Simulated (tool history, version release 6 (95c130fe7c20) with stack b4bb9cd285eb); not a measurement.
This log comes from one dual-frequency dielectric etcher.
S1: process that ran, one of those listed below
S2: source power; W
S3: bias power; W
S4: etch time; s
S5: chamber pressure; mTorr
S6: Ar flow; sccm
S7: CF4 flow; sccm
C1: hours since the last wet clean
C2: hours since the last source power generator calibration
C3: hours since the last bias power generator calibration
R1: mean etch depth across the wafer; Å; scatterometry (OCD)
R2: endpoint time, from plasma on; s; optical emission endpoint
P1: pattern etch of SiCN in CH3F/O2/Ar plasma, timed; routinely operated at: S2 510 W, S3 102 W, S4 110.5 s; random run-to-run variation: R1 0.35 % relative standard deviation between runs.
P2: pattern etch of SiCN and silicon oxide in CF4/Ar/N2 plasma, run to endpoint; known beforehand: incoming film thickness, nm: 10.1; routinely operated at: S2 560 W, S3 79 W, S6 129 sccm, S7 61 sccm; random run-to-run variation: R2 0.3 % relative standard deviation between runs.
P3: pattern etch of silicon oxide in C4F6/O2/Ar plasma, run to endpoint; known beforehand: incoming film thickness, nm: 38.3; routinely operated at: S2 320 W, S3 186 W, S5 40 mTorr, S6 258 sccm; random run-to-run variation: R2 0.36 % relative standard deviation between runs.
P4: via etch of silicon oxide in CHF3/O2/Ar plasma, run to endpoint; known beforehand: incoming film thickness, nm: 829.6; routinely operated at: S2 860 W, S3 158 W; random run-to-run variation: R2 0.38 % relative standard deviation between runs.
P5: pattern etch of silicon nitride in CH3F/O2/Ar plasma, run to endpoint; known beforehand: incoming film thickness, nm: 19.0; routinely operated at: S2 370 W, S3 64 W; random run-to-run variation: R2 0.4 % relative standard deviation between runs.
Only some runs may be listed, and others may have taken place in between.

| run | hour | S1 | S2 | S3 | S4 | S5 | S6 | S7 | C1 | C2 | C3 | R1 | R2 |
|---|---|---|---|---|---|---|---|---|---|---|---|---|---|
| 1 | 4.6 | P1 | 510 | 102 | 110.5 |  |  |  | 73 | 1049.1 | 1619.7 | 507.43 |  |
| 2 | 14.1 | P1 | 510 | 102 | 110.5 |  |  |  | 82.5 | 1058.6 | 1629.2 | 507.05 |  |
| 3 | 20 | P3 | 320 | 186 |  | 40 | 258 |  | 88.4 | 1064.5 | 1635.1 |  | 13.593 |
| 4 | 30.3 | P1 | 510 | 72 | 110.5 |  |  |  | 98.7 | 1074.8 | 1645.4 | 450.47 |  |
| 5 | 38.3 | P5 | 260 | 64 |  |  |  |  | 106.7 | 1082.8 | 1653.4 |  | 33.577 |
| 6 | 46.3 | P1 | 370 | 71 | 110.5 |  |  |  | 114.7 | 1090.8 | 1661.4 | 395.05 |  |
| 7 | 53.8 | P2 | 700 | 79 |  |  | 129 | 61 | 122.2 | 1098.3 | 1668.9 |  | 7.9438 |
| 8 | 63.2 | P5 | 370 | 64 |  |  |  |  | 131.6 | 1107.7 | 1678.3 |  | 29.198 |
| 9 | 71.8 | P4 | 520 | 158 |  |  |  |  | 140.2 | 1116.3 | 1686.9 |  | 472.11 |
| 10 | 79.8 | P1 | 510 | 102 | 79 |  |  |  | 148.2 | 1124.3 | 1694.9 | 363.68 |  |
| 11 | 86.1 | P1 | 510 | 102 | 110.5 |  |  |  | 154.5 | 1130.6 | 1701.2 | 507.55 |  |
| 12 | 91.7 | P2 | 560 | 79 |  |  | 129 | 61 | 160.1 | 1136.2 | 1706.8 |  | 9.7527 |
| 13 | 99.4 | P1 | 370 | 102 | 110.5 |  |  |  | 167.8 | 1143.9 | 1714.5 | 449.17 |  |
| 14 | 107.2 | P3 | 320 | 135 |  | 40 | 258 |  | 175.6 | 1151.7 | 1722.3 |  | 15.092 |
| 15 | 117.2 | P1 | 360 | 135 | 110.5 |  |  |  | 185.6 | 1161.7 | 1732.3 | 499.92 |  |
| 16 | 126 | P1 | 650 | 102 | 110.5 |  |  |  | 194.4 | 1170.5 | 1741.1 | 556.82 |  |
| 17 | 131 | P1 | 510 | 131 | 110.5 |  |  |  | 199.4 | 1175.5 | 1746.1 | 559.97 |  |
| 18 | 137.2 | P3 | 320 | 186 |  | 53.5 | 258 |  | 205.6 | 1181.7 | 1752.3 |  | 14.138 |
| 19 | 145.4 | P4 | 860 | 158 |  |  |  |  | 213.8 | 1189.9 | 1760.5 |  | 387.34 |
| 20 | 150.9 | P2 | 560 | 94 |  |  | 129 | 61 | 219.3 | 1195.4 | 1766 |  | 9.1005 |
| 21 | 161 | P1 | 510 | 67 | 75.5 |  |  |  | 229.4 | 1205.5 | 1776.1 | 299.29 |  |
| 22 | 167.9 | P1 | 510 | 102 | 110.5 |  |  |  | 236.3 | 1212.4 | 1783 | 506.4 |  |
| 23 | 177.8 | P4 | 860 | 214 |  |  |  |  | 246.2 | 1222.3 | 1792.9 |  | 350.29 |
|  | 186.4 | wet clean of the chamber |
| 24 | 186.9 | P3 | 320 | 186 |  | 40 | 342 |  | 0.6 | 1231.4 | 1802 |  | 13.953 |
| 25 | 195.2 | P2 | 560 | 79 |  |  | 166 | 61 | 8.9 | 1239.7 | 1810.3 |  | 10.108 |
| 26 | 204.2 | P4 | 860 | 158 |  |  |  |  | 17.9 | 1248.7 | 1819.3 |  | 386.11 |
| 27 | 213.1 | P3 | 200 | 186 |  | 40 | 258 |  | 26.8 | 1257.6 | 1828.2 |  | 16.369 |
| 28 | 223 | P1 | 510 | 102 | 158 |  |  |  | 36.7 | 1267.5 | 1838.1 | 726.56 |  |
| 29 | 231.6 | P5 | 370 | 78 |  |  |  |  | 45.3 | 1276.1 | 1846.7 |  | 27.504 |
| 30 | 240.1 | P2 | 560 | 79 |  |  | 129 | 81 | 53.8 | 1284.6 | 1855.2 |  | 9.3025 |
| 31 | 249.7 | P1 | 510 | 102 | 110.5 |  |  |  | 63.4 | 1294.2 | 1864.8 | 510.48 |  |
| 32 | 259.6 | P1 | 510 | 102 | 110.5 |  |  |  | 73.3 | 1304.1 | 1874.7 | 505.39 |  |
| 33 | 265.8 | P1 | 510 | 102 | 110.5 |  |  |  | 79.5 | 1310.3 | 1880.9 | 511.44 |  |
| 34 | 272.9 | P1 | 510 | 102 | 110.5 |  |  |  | 86.6 | 1317.4 | 1888 | 516.11 |  |
| 35 | 279.7 | P1 | 510 | 102 | 110.5 |  |  |  | 93.4 | 1324.2 | 1894.8 | 514.05 |  |
| 36 | 289.3 | P1 | 510 | 102 | 110.5 |  |  |  | 103 | 1333.8 | 1904.4 | 512.44 |  |
| 37 | 297.2 | P1 | 510 | 102 | 110.5 |  |  |  | 110.9 | 1341.7 | 1912.3 | 514.3 |  |
| 38 | 306.2 | P1 | 510 | 102 | 110.5 |  |  |  | 119.9 | 1350.7 | 1921.3 | 515.33 |  |
| 39 | 313 | P1 | 510 | 102 | 110.5 |  |  |  | 126.7 | 1357.5 | 1928.1 | 514.71 |  |
|  | 317.9 | wet clean of the chamber |
| 40 | 321.2 | P1 | 510 | 102 | 110.5 |  |  |  | 3.3 | 1365.7 | 1936.3 | 515.7 |  |
| 41 | 331.3 | P1 | 510 | 102 | 110.5 |  |  |  | 13.4 | 1375.8 | 1946.4 | 512.46 |  |
| 42 | 339 | P1 | 510 | 102 | 110.5 |  |  |  | 21.1 | 1383.5 | 1954.1 | 518.01 |  |

Something has made what P1 gives creep away from where it was; the 2 causes below, each at its own stated size, fit the log equally well:
A: bias power that arrives over what is set, % = 4.78
B: source power that arrives over what is set, % = 4.84
Onset of the creep was near hour 259.6.
Every other cause this tool's parts could produce, and why it does not fit the log:
chamber walls in a state that raises the etch rate, %: serviced at hour 317.9, which brought nothing back

Of the 4 check runs listed below, each run on one wafer and each result written as a question mark, which would let you distinguish the listed causes because they would give clearly different results?
| check 1 | 346.7 | P3 | 320 | 156 |  | 40 | 258 |  |  |  |  |  | ? |
| check 2 | 346.7 | P5 | 290 | 76 |  |  |  |  |  |  |  |  | ? |
| check 3 | 346.7 | P4 | 720 | 196 |  |  |  |  |  |  |  |  | ? |
| check 4 | 346.7 | P2 | 560 | 79 |  |  | 129 | 75 |  |  |  |  | ? |

Outcome of each check run for each possible cause:
| check | result | if A | if B |
|---|---|---|---|
| check 1 | R2 | 14.203 | 14.148 |
| check 2 | R2 | 29.801 | 29.768 |
| check 3 | R2 | 381.41 | 380.57 |
| check 4 | R2 | 9.2208 | 8.9914 |
Smallest distance between any two causes, each pair judged by its most separating result, in per cent: check 1 0.39 %; check 2 0.11 %; check 3 0.22 %; check 4 2.52 %
Only check 4 tells the causes apart: in the others they would give nearly the same result.

The results of check 4 are: R2 9.0001 s. Based on these, which of the listed causes is it?

It was cause B: source power that arrives over what is set, %.

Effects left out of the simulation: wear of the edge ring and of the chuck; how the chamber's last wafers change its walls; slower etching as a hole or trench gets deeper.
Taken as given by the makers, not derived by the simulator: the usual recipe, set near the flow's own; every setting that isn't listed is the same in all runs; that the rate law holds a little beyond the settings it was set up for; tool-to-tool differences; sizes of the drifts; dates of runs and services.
